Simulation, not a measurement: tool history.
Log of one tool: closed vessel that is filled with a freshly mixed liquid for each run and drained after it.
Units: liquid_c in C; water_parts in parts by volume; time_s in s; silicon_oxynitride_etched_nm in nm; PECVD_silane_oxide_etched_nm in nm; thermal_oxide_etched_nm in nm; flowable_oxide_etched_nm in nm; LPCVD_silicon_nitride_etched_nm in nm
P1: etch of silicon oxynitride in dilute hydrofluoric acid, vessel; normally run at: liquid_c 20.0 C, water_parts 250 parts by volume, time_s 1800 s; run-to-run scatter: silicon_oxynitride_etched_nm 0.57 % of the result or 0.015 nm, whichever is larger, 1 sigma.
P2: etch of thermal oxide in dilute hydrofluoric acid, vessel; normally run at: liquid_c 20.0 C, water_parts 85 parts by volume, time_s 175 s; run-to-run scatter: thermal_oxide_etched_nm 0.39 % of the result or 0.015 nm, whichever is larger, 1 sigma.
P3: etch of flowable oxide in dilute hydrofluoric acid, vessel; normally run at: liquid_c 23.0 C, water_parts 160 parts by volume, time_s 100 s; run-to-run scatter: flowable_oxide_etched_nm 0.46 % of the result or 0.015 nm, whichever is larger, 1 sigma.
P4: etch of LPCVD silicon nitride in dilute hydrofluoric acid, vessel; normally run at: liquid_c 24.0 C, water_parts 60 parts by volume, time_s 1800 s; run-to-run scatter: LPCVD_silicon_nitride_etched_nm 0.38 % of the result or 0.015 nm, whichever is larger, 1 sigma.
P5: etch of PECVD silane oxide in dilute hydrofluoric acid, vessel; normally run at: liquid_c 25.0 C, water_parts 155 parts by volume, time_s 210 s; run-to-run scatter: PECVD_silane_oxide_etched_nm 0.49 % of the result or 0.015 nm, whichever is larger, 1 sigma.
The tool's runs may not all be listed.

run   hour  process  liquid_c  water_parts  time_s  silicon_oxynitride_etched_nm  PECVD_silane_oxide_etched_nm  thermal_oxide_etched_nm  flowable_oxide_etched_nm  LPCVD_silicon_nitride_etched_nm
  1   12.0       P1      20.0          250    1800                      12.27300
  2   20.2       P1      20.0          250    1800                      12.31700
  3   27.7       P5      25.0          155     380                                                      64.856
  4   39.1       P2      20.0           85     175                                                                               8.0899
  5   47.7       P5      17.0          155     210                                                      26.274
  6   56.6       P2      20.0           85     175                                                                               8.0984
  7   66.0       P3      23.0          160     100                                                                                                         14.503
  8   73.7       P1      20.0          250    1800                      12.32200
  9   82.3       P1      20.0          250    1800                      12.42800
 10   90.2       P3      23.0           65     100                                                                                                         39.847
 11  103.5       P4      24.0           60    1800                                                                                                                                          14.934
 12  114.8       P4      24.0           60    3225                                                                                                                                          26.655
 13  127.6       P1      28.5          250    1800                      17.90700
 14  135.4       P1      20.0          250      65                       0.43991
 15  145.3       P1      17.0          250     280                       1.65770
 16  155.6       P2      17.0           85     175                                                                               7.0894
 17  166.7       P2      20.0          135     175                                                                               4.8131
 18  177.9       P4      29.5           60    1800                                                                                                                                          21.520
 19  188.3       P1      20.0          250    1800                      12.12900
 20  198.5       P1      17.0          250    1800                      10.72800
 21  208.2       P3      17.0          160     100                                                                                                         11.399
 22  217.6       P4      24.0           60    1800                                                                                                                                          14.884
 23  223.6       P5      25.0           80     210                                                      76.230
 24  236.7       P1      20.0          375    1800                       7.64870
 25  245.9       P1      20.0          135    1800                      24.54700
 26  257.6       P3      23.0          160     195                                                                                                         28.206
 27  267.6       P1      20.0          250    3305                      22.65200
 28  278.1       P5      25.0          155     210                                                      36.225
 29  288.6       P4      24.0           20    1800                                                                                                                                          43.701
 30  298.7       P2      20.0           85     345                                                                              16.0000
 31  308.1       P1      20.0          250    1800                      12.31700
 32  315.0       P1      20.0          250    1800                      12.61000
 33  321.6       P1      20.0          250    1800                      12.79700
 34  328.6       P1      20.0          250    1800                      13.15400
 35  336.2       P1      20.0          250    1800                      13.14700
 36  345.0       P1      20.0          250    1800                      13.28300
 37  357.3       P1      20.0          250    1800                      13.25200
 38  366.1       P1      20.0          250    1800                      13.39700

What P1 gives has crept away from where it was. These 2 causes fit the log equally well, each at the size given:
A: hydrofluoric acid flow above the setpoint (%) = 6.64
B: liquid hotter than its thermometer reads (K) = 1.65
The creep began at about hour 308.1.

4 check runs are offered, one wafer each, their results left as question marks. Which one tells the causes apart?
check 1  374.9       P3      23.0           85     180                                                                                                              ?
check 2  374.9       P4      24.0           60    2955                                                                                                                                               ?
check 3  374.9       P5      17.0           95     210                                                           ?
check 4  374.9       P2      20.0          130     260                                                                                    ?

What each check would give under each cause:
  check                           result    if A    if B
check 1         flowable_oxide_etched_nm  57.378  57.116
check 2  LPCVD_silicon_nitride_etched_nm  26.144  27.400
check 3     PECVD_silane_oxide_etched_nm  49.018  48.956
check 4          thermal_oxide_etched_nm  8.0179  7.9621
How far apart the two closest causes lie, in the result that separates them most: check 1 0.46 %; check 2 4.69 %; check 3 0.13 %; check 4 0.7 %
Check 2 tells the causes apart: in the others they would give nearly the same result.

Check 2 was then run and gave: LPCVD_silicon_nitride_etched_nm 27.558 nm. Which cause is it?

It is B: liquid hotter than its thermometer reads (K).
